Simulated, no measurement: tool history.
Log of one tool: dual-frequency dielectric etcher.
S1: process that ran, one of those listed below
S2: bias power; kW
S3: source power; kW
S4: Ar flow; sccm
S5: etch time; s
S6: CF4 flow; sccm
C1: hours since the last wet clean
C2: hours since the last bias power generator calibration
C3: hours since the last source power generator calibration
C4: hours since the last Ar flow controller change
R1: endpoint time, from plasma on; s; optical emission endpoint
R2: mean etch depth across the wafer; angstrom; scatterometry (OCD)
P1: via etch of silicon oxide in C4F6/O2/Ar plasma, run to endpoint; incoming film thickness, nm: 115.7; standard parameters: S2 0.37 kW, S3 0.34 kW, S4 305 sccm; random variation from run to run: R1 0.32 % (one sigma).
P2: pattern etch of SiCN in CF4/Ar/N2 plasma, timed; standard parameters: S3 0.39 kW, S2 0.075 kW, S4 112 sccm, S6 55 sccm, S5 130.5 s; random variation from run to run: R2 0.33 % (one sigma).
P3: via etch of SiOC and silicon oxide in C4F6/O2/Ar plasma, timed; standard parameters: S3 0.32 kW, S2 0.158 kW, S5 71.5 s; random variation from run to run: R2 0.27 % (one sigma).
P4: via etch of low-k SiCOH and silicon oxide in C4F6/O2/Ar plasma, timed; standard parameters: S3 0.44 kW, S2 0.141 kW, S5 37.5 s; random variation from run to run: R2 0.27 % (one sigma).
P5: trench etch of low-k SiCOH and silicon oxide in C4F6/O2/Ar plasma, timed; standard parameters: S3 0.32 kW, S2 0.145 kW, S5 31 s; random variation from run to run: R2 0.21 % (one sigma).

run 1 hour=8.7 | S1=P1 S2=0.37 S3=0.34 S4=305 | C1=392.6 C2=1022.6 C3=906.8 C4=773.4 | R1=29.859
run 2 hour=17.3 | S1=P3 S2=0.112 S3=0.32 S5=71.5 | C1=401.2 C2=1031.2 C3=915.4 C4=782 | R2=650.9
run 3 hour=27 | S1=P1 S2=0.251 S3=0.28 S4=305 | C1=410.9 C2=1040.9 C3=925.1 C4=791.7 | R1=36.966
run 4 hour=43.1 | S1=P1 S2=0.37 S3=0.24 S4=305 | C1=427 C2=1057 C3=941.2 C4=807.8 | R1=34.116
run 5 hour=55.6 | S1=P3 S2=0.158 S3=0.32 S5=98.5 | C1=439.5 C2=1069.5 C3=953.7 C4=820.3 | R2=990.76
run 6 hour=66.9 | S1=P5 S2=0.094 S3=0.32 S5=31 | C1=450.8 C2=1080.8 C3=965 C4=831.6 | R2=723.77
run 7 hour=75.2 | S1=P1 S2=0.37 S3=0.34 S4=305 | C1=459.1 C2=1089.1 C3=973.3 C4=839.9 | R1=29.95
-- hour=86.9 Ar flow controller replaced
run 8 hour=88.5 | S1=P4 S2=0.141 S3=0.44 S5=37.5 | C1=472.4 C2=1102.4 C3=986.6 C4=1.7 | R2=831.14
run 9 hour=103.2 | S1=P5 S2=0.145 S3=0.32 S5=31 | C1=487.1 C2=1117.1 C3=1001.3 C4=16.4 | R2=820.36
run 10 hour=115 | S1=P2 S2=0.075 S3=0.3 S4=112 S5=130.5 S6=55 | C1=498.9 C2=1128.9 C3=1013.1 C4=28.2 | R2=776.6
run 11 hour=122.2 | S1=P1 S2=0.37 S3=0.34 S4=246 | C1=506.1 C2=1136.1 C3=1020.3 C4=35.4 | R1=29.312
run 12 hour=134.7 | S1=P2 S2=0.057 S3=0.39 S4=112 S5=130.5 S6=55 | C1=518.6 C2=1148.6 C3=1032.8 C4=47.9 | R2=877.43
run 13 hour=144.2 | S1=P2 S2=0.075 S3=0.39 S4=112 S5=130.5 S6=39 | C1=528.1 C2=1158.1 C3=1042.3 C4=57.4 | R2=920.14
run 14 hour=153.6 | S1=P2 S2=0.075 S3=0.39 S4=112 S5=130.5 S6=55 | C1=537.5 C2=1167.5 C3=1051.7 C4=66.8 | R2=977.97
run 15 hour=169.8 | S1=P1 S2=0.37 S3=0.34 S4=305 | C1=553.7 C2=1183.7 C3=1067.9 C4=83 | R1=30
run 16 hour=181.9 | S1=P1 S2=0.37 S3=0.34 S4=305 | C1=565.8 C2=1195.8 C3=1080 C4=95.1 | R1=30.06
run 17 hour=192.6 | S1=P4 S2=0.141 S3=0.31 S5=37.5 | C1=576.5 C2=1206.5 C3=1090.7 C4=105.8 | R2=726.52
run 18 hour=200 | S1=P1 S2=0.465 S3=0.34 S4=305 | C1=583.9 C2=1213.9 C3=1098.1 C4=113.2 | R1=27.704
run 19 hour=214 | S1=P1 S2=0.37 S3=0.41 S4=305 | C1=597.9 C2=1227.9 C3=1112.1 C4=127.2 | R1=28.007
run 20 hour=225.4 | S1=P5 S2=0.145 S3=0.32 S5=31 | C1=609.3 C2=1239.3 C3=1123.5 C4=138.6 | R2=820.85
run 21 hour=239.6 | S1=P4 S2=0.141 S3=0.44 S5=23 | C1=623.5 C2=1253.5 C3=1137.7 C4=152.8 | R2=510.48
run 22 hour=247.9 | S1=P1 S2=0.37 S3=0.34 S4=383 | C1=631.8 C2=1261.8 C3=1146 C4=161.1 | R1=30.904
run 23 hour=257.1 | S1=P1 S2=0.257 S3=0.34 S4=305 | C1=641 C2=1271 C3=1155.2 C4=170.3 | R1=34.046
run 24 hour=271.6 | S1=P4 S2=0.099 S3=0.44 S5=37.5 | C1=655.5 C2=1285.5 C3=1169.7 C4=184.8 | R2=754.21
run 25 hour=280.7 | S1=P2 S2=0.075 S3=0.39 S4=148 S5=130.5 S6=55 | C1=664.6 C2=1294.6 C3=1178.8 C4=193.9 | R2=934.6
run 26 hour=295.5 | S1=P4 S2=0.141 S3=0.44 S5=37.5 | C1=679.4 C2=1309.4 C3=1193.6 C4=208.7 | R2=831.14
run 27 hour=306.7 | S1=P2 S2=0.075 S3=0.39 S4=112 S5=78 S6=55 | C1=690.6 C2=1320.6 C3=1204.8 C4=219.9 | R2=585.08
-- hour=318.1 source power generator calibrated
run 28 hour=320.9 | S1=P3 S2=0.158 S3=0.41 S5=71.5 | C1=704.8 C2=1334.8 C3=2.8 C4=234.1 | R2=796.89
run 29 hour=333 | S1=P5 S2=0.145 S3=0.32 S5=17 | C1=716.9 C2=1346.9 C3=14.9 C4=246.2 | R2=450.11
run 30 hour=349.3 | S1=P3 S2=0.158 S3=0.32 S5=71.5 | C1=733.2 C2=1363.2 C3=31.2 C4=262.5 | R2=723.81
run 31 hour=362.6 | S1=P1 S2=0.37 S3=0.34 S4=305 | C1=746.5 C2=1376.5 C3=44.5 C4=275.8 | R1=30.031
run 32 hour=378.7 | S1=P1 S2=0.37 S3=0.34 S4=305 | C1=762.6 C2=1392.6 C3=60.6 C4=291.9 | R1=30.003
run 33 hour=392.2 | S1=P5 S2=0.145 S3=0.21 S5=31 | C1=776.1 C2=1406.1 C3=74.1 C4=305.4 | R2=695.23
run 34 hour=403.8 | S1=P1 S2=0.37 S3=0.34 S4=305 | C1=787.7 C2=1417.7 C3=85.7 C4=317 | R1=30.174
run 35 hour=418.3 | S1=P1 S2=0.37 S3=0.34 S4=305 | C1=802.2 C2=1432.2 C3=100.2 C4=331.5 | R1=29.773
run 36 hour=429.7 | S1=P1 S2=0.37 S3=0.34 S4=305 | C1=813.6 C2=1443.6 C3=111.6 C4=342.9 | R1=29.783
run 37 hour=439.9 | S1=P1 S2=0.37 S3=0.34 S4=305 | C1=823.8 C2=1453.8 C3=121.8 C4=353.1 | R1=29.674
run 38 hour=450.2 | S1=P1 S2=0.37 S3=0.34 S4=305 | C1=834.1 C2=1464.1 C3=132.1 C4=363.4 | R1=29.696
-- hour=458.7 wet clean of the chamber
run 39 hour=465.9 | S1=P1 S2=0.37 S3=0.34 S4=305 | C1=7.2 C2=1479.8 C3=147.8 C4=379.1 | R1=29.65
-- hour=476.9 Ar flow controller replaced
run 40 hour=477.3 | S1=P1 S2=0.37 S3=0.34 S4=305 | C1=18.6 C2=1491.2 C3=159.2 C4=0.5 | R1=29.637
run 41 hour=489.7 | S1=P1 S2=0.37 S3=0.34 S4=305 | C1=31 C2=1503.6 C3=171.6 C4=12.9 | R1=29.54
run 42 hour=500.8 | S1=P1 S2=0.37 S3=0.34 S4=305 | C1=42.1 C2=1514.7 C3=182.7 C4=24 | R1=29.435
run 43 hour=517.3 | S1=P1 S2=0.37 S3=0.34 S4=305 | C1=58.6 C2=1531.2 C3=199.2 C4=40.5 | R1=29.451

Compared with where it was, what P1 gives has crept away. Each cause listed below fits the log as well as the rest, at the size given for it:
A: bias power that arrives over what is set, % = 4.48
B: source power that arrives over what is set, % = 4.34
The process output started creeping at around hour 418.3.
What rules out each remaining cause:
chamber walls in a state that raises the etch rate, %: serviced after onset, at hour 458.7, with no recovery of the prior output
Ar flow that arrives under what is set, %: serviced after onset, at hour 476.9, with no recovery of the prior output

You are offered 4 check runs, listed below with question marks in place of their results; each one averages 2 wafers. Which run separates the listed causes by giving clearly different results for each?
run check 1 hour=533.8 | S1=P3 S2=0.116 S3=0.32 S5=91 | R2=?
run check 2 hour=533.8 | S1=P4 S2=0.141 S3=0.34 S5=24.5 | R2=?
run check 3 hour=533.8 | S1=P2 S2=0.075 S3=0.39 S4=112 S5=93 S6=47 | R2=?
run check 4 hour=533.8 | S1=P5 S2=0.145 S3=0.21 S5=18 | R2=?

Outcome of each check run for each possible cause:
check=check_1 result=R2 if_A=848.44 if_B=851.64
check=check_2 result=R2 if_A=498.74 if_B=500.45
check=check_3 result=R2 if_A=689.21 if_B=703.14
check=check_4 result=R2 if_A=409.22 if_B=410.29
Minimum pairwise separation of causes per check, each pair taken at its best-separating result: check 1 0.38 %; check 2 0.34 %; check 3 2 %; check 4 0.26 %
Check 3 tells the causes apart: in the others they would give nearly the same result.

The results of check 3 are: R2 704.89 angstrom. Based on these, which of the listed causes is it?

The cause is B: source power that arrives over what is set, %.

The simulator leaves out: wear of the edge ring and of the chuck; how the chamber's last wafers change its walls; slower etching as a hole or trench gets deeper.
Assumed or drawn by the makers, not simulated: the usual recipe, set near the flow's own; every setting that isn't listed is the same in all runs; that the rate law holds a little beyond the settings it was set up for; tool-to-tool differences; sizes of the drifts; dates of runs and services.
